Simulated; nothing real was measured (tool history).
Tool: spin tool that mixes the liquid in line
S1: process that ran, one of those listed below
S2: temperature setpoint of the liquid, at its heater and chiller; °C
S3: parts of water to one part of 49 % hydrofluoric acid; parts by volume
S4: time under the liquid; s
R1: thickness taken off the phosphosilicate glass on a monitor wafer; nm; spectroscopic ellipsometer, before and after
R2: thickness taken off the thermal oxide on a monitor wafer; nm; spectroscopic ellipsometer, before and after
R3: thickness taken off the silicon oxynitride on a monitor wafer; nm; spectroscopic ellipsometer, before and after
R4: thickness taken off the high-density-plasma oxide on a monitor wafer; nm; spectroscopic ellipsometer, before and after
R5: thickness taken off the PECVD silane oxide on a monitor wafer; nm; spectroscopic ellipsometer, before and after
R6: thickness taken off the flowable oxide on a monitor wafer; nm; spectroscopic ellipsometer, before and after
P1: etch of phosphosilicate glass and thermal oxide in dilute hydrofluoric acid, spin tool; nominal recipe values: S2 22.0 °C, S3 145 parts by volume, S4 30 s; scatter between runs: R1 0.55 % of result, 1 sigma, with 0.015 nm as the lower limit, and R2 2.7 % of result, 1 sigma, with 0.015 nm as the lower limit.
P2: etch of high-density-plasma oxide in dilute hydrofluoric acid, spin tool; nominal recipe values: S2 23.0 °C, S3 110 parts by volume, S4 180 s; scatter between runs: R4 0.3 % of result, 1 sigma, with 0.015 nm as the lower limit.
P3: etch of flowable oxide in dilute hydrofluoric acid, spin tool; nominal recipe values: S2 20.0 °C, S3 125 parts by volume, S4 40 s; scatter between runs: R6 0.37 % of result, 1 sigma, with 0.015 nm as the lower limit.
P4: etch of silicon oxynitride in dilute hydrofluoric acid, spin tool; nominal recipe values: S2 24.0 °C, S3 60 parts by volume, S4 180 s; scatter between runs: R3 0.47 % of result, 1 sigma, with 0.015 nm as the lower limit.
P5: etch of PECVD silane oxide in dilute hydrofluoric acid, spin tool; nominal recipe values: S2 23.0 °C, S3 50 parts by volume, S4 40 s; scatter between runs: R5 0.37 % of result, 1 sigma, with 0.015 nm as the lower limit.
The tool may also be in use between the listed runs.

| run | hour | S1 | S2 | S3 | S4 | R1 | R2 | R3 | R4 | R5 | R6 |
|---|---|---|---|---|---|---|---|---|---|---|---|
| 1 | 12.6 | P1 | 22.0 | 145 | 30 | 35.649 | 0.81984 |  |  |  |  |
| 2 | 19.4 | P4 | 24.0 | 60 | 70 |  |  | 2.6217 |  |  |  |
| 3 | 27.6 | P2 | 23.0 | 110 | 15 |  |  |  | 0.66201 |  |  |
| 4 | 38.7 | P5 | 23.0 | 50 | 15 |  |  |  |  | 9.1263 |  |
| 5 | 46.1 | P3 | 20.0 | 175 | 40 |  |  |  |  |  | 10.5810 |
| 6 | 53.3 | P2 | 23.0 | 110 | 180 |  |  |  | 7.89900 |  |  |
| 7 | 64.2 | P2 | 23.0 | 195 | 180 |  |  |  | 4.04430 |  |  |
| 8 | 73.3 | P5 | 23.0 | 50 | 40 |  |  |  |  | 24.5440 |  |
| 9 | 83.0 | P3 | 17.0 | 125 | 40 |  |  |  |  |  | 13.8030 |
| 10 | 95.3 | P1 | 22.0 | 145 | 30 | 35.566 | 0.84596 |  |  |  |  |
| 11 | 102.6 | P5 | 23.0 | 90 | 40 |  |  |  |  | 12.9460 |  |
| 12 | 111.9 | P1 | 22.0 | 250 | 30 | 18.236 | 0.39009 |  |  |  |  |
| 13 | 125.5 | P3 | 20.0 | 125 | 40 |  |  |  |  |  | 15.5330 |
| 14 | 139.2 | P1 | 22.0 | 55 | 50 | 172.980 | 4.06130 |  |  |  |  |
| 15 | 146.0 | P3 | 20.0 | 125 | 40 |  |  |  |  |  | 15.7040 |
| 16 | 155.5 | P4 | 24.0 | 60 | 180 |  |  | 6.6874 |  |  |  |
| 17 | 167.6 | P1 | 22.0 | 145 | 15 | 17.730 | 0.40443 |  |  |  |  |
| 18 | 177.3 | P1 | 22.0 | 145 | 30 | 35.336 | 0.82848 |  |  |  |  |
| 19 | 188.4 | P5 | 31.0 | 50 | 40 |  |  |  |  | 33.8880 |  |
| 20 | 197.1 | P2 | 23.0 | 110 | 180 |  |  |  | 7.91110 |  |  |
| 21 | 205.3 | P1 | 18.5 | 220 | 30 | 18.704 | 0.43919 |  |  |  |  |
| 22 | 213.9 | P2 | 17.0 | 110 | 180 |  |  |  | 6.17290 |  |  |
| 23 | 221.6 | P4 | 19.5 | 60 | 180 |  |  | 5.3809 |  |  |  |
| 24 | 230.6 | P1 | 30.0 | 145 | 30 | 48.019 | 1.16340 |  |  |  |  |
| 25 | 242.5 | P4 | 24.0 | 20 | 180 |  |  | 20.7040 |  |  |  |
| 26 | 250.3 | P1 | 17.0 | 145 | 30 | 29.093 | 0.67299 |  |  |  |  |
| 27 | 261.9 | P3 | 20.0 | 125 | 15 |  |  |  |  |  | 5.8767 |
| 28 | 270.3 | P1 | 22.0 | 145 | 30 | 35.399 | 0.79336 |  |  |  |  |
| 29 | 284.3 | P1 | 22.0 | 75 | 30 | 74.054 | 1.70640 |  |  |  |  |
| 30 | 291.3 | P1 | 22.0 | 210 | 55 | 41.723 | 0.96208 |  |  |  |  |
| 31 | 302.7 | P5 | 23.0 | 50 | 40 |  |  |  |  | 24.2370 |  |
|  | 306.2 | hydrofluoric acid flow meter replaced |
| 32 | 312.4 | P1 | 22.0 | 145 | 45 | 53.974 | 1.22650 |  |  |  |  |
| 33 | 326.4 | P1 | 22.0 | 145 | 30 | 35.360 | 0.80519 |  |  |  |  |
| 34 | 335.4 | P4 | 24.0 | 60 | 180 |  |  | 6.6519 |  |  |  |
| 35 | 346.1 | P1 | 22.0 | 145 | 30 | 35.329 | 0.84287 |  |  |  |  |
| 36 | 359.2 | P1 | 22.0 | 145 | 30 | 35.556 | 0.84713 |  |  |  |  |
| 37 | 370.4 | P1 | 22.0 | 145 | 30 | 34.340 | 0.85932 |  |  |  |  |
| 38 | 382.7 | P1 | 22.0 | 145 | 30 | 33.250 | 0.77036 |  |  |  |  |
| 39 | 390.0 | P1 | 22.0 | 145 | 30 | 33.264 | 0.78838 |  |  |  |  |
| 40 | 396.2 | P1 | 22.0 | 145 | 30 | 33.232 | 0.78977 |  |  |  |  |
| 41 | 405.0 | P1 | 22.0 | 145 | 30 | 32.954 | 0.82128 |  |  |  |  |
| 42 | 414.3 | P1 | 22.0 | 145 | 30 | 32.269 | 0.72590 |  |  |  |  |
| 43 | 423.5 | P1 | 22.0 | 145 | 30 | 32.767 | 0.77093 |  |  |  |  |
| 44 | 433.4 | P1 | 22.0 | 145 | 30 | 32.292 | 0.82586 |  |  |  |  |
| 45 | 444.2 | P1 | 22.0 | 145 | 30 | 32.606 | 0.78801 |  |  |  |  |

The log shows P1 creeping away from where it was. Any of the 2 causes listed here, at the size stated for it, fits the log just as well as the others:
A: hydrofluoric acid flow below the setpoint (%) = 7.08
B: liquid colder than its thermometer reads (K) = 2.17
Onset of the creep was near hour 359.2.

4 check runs are offered, one wafer each, their results left as question marks. Which one tells the causes apart?
| check 1 | 455.0 | P3 | 17.0 | 125 | 15 |  |  |  |  |  | ? |
| check 2 | 455.0 | P5 | 30.5 | 50 | 15 |  |  |  |  | ? |  |
| check 3 | 455.0 | P2 | 17.0 | 110 | 180 |  |  |  | ? |  |  |
| check 4 | 455.0 | P4 | 20.5 | 25 | 180 |  |  | ? |  |  |  |

Predicted outcomes, by check and by cause:
| check | result | if A | if B |
|---|---|---|---|
| check 1 | R6 | 4.7594 | 4.7203 |
| check 2 | R5 | 11.4330 | 11.3630 |
| check 3 | R4 | 5.67880 | 5.62250 |
| check 4 | R3 | 12.8630 | 12.3910 |
Smallest distance between any two causes, each pair judged by its most separating result, in per cent: check 1 0.83 %; check 2 0.62 %; check 3 1 %; check 4 3.74 %
Check 4 is the one run that separates the causes; every other check would come out nearly the same whichever cause is at work.

After running check 4, the following was obtained: R3 12.8180 nm. Which cause does this point to?

The cause is A: hydrofluoric acid flow below the setpoint (%).
